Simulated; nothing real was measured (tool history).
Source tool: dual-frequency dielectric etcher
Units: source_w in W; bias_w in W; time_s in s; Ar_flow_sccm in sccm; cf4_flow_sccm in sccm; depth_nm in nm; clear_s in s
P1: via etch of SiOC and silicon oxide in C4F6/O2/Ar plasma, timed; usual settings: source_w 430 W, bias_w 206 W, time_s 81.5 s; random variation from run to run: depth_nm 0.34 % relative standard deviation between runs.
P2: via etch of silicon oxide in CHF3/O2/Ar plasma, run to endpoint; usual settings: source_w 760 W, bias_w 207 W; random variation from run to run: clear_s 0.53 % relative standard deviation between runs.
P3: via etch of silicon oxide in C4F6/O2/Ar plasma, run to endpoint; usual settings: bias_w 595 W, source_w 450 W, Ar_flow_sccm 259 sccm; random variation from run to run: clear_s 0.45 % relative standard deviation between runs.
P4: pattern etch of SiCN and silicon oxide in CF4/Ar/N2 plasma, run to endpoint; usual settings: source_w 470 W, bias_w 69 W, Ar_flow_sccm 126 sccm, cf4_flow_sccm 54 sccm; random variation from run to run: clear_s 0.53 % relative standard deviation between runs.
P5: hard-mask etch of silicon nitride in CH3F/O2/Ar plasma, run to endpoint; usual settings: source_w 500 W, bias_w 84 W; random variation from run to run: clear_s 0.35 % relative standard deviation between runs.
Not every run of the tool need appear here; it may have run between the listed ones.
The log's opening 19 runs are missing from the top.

run,hour,process,source_w,bias_w,time_s,Ar_flow_sccm,cf4_flow_sccm,depth_nm,clear_s
20,119.5,P1,430,206,107,,,124.86,
21,126.2,P5,500,84,,,,,44.387
22,132,P1,530,206,81.5,,,103.72,
23,137.1,P3,450,595,,211,,,19.067
24,141.7,P2,760,207,,,,,202.72
25,145.3,P4,470,50,,126,54,,12.093
26,153.6,P1,430,206,81.5,,,95.49,
# hour 155.3: source power generator calibrated
27,160.3,P5,300,84,,,,,53.738
28,164.1,P2,760,207,,,,,202.88

Forecast run 29:
29,169.7,P4,470,69,,126,54,,?

Run 29 came out at clear_s 10.8 s.
